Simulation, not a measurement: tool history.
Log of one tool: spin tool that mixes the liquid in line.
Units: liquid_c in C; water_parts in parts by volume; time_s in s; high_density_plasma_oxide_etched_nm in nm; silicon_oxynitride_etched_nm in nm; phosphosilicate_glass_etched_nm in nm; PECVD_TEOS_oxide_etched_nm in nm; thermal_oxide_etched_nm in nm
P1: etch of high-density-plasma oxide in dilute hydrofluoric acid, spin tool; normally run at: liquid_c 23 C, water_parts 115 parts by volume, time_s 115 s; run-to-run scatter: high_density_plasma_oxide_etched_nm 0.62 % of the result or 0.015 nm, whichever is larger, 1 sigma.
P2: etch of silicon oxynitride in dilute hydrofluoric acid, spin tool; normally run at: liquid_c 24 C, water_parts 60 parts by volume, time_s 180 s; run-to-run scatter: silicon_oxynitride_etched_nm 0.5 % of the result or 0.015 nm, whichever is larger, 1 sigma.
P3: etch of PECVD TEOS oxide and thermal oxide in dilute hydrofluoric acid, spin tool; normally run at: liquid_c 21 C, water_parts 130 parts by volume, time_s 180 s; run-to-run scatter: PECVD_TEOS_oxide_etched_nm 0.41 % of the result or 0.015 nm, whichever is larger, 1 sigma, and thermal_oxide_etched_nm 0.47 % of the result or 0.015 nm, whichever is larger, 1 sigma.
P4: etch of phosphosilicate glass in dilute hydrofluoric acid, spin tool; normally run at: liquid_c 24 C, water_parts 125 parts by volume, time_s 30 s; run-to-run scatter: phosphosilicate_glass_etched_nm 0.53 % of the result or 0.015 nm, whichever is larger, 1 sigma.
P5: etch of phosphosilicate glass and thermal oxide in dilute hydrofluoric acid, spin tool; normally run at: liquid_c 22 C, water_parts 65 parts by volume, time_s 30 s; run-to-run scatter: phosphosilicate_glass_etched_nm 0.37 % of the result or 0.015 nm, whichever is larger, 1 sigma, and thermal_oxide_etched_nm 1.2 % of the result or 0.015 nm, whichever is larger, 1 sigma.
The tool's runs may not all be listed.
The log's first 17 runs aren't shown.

| run | hour | process | liquid_c | water_parts | time_s | high_density_plasma_oxide_etched_nm | silicon_oxynitride_etched_nm | phosphosilicate_glass_etched_nm | PECVD_TEOS_oxide_etched_nm | thermal_oxide_etched_nm |
|---|---|---|---|---|---|---|---|---|---|---|
| 18 | 237.1 | P3 | 21 | 25 | 180 |  |  |  | 107.24 | 33.87 |
| 19 | 246.1 | P4 | 17 | 125 | 30 |  |  | 33.71 |  |  |
| 20 | 255.9 | P5 | 22 | 105 | 30 |  |  | 47.424 |  | 1.2406 |
| 21 | 266.5 | P1 | 23 | 115 | 115 | 4.8183 |  |  |  |  |
| 22 | 279.7 | P2 | 24 | 110 | 180 |  | 3.0628 |  |  |  |
| 23 | 296.4 | P1 | 23 | 200 | 210 | 4.6102 |  |  |  |  |
| 24 | 314.3 | P1 | 23 | 115 | 115 | 4.7847 |  |  |  |  |
| 25 | 328.7 | P5 | 22 | 65 | 15 |  |  | 39.988 |  | 1.0578 |
| 26 | 345.7 | P2 | 18 | 60 | 180 |  | 4.3059 |  |  |  |

Forecast run 27:
| 27 | 353.4 | P4 | 24 | 225 | 30 |  |  | ? |  |  |

{"run 27": {"phosphosilicate_glass_etched_nm": 22.082}}
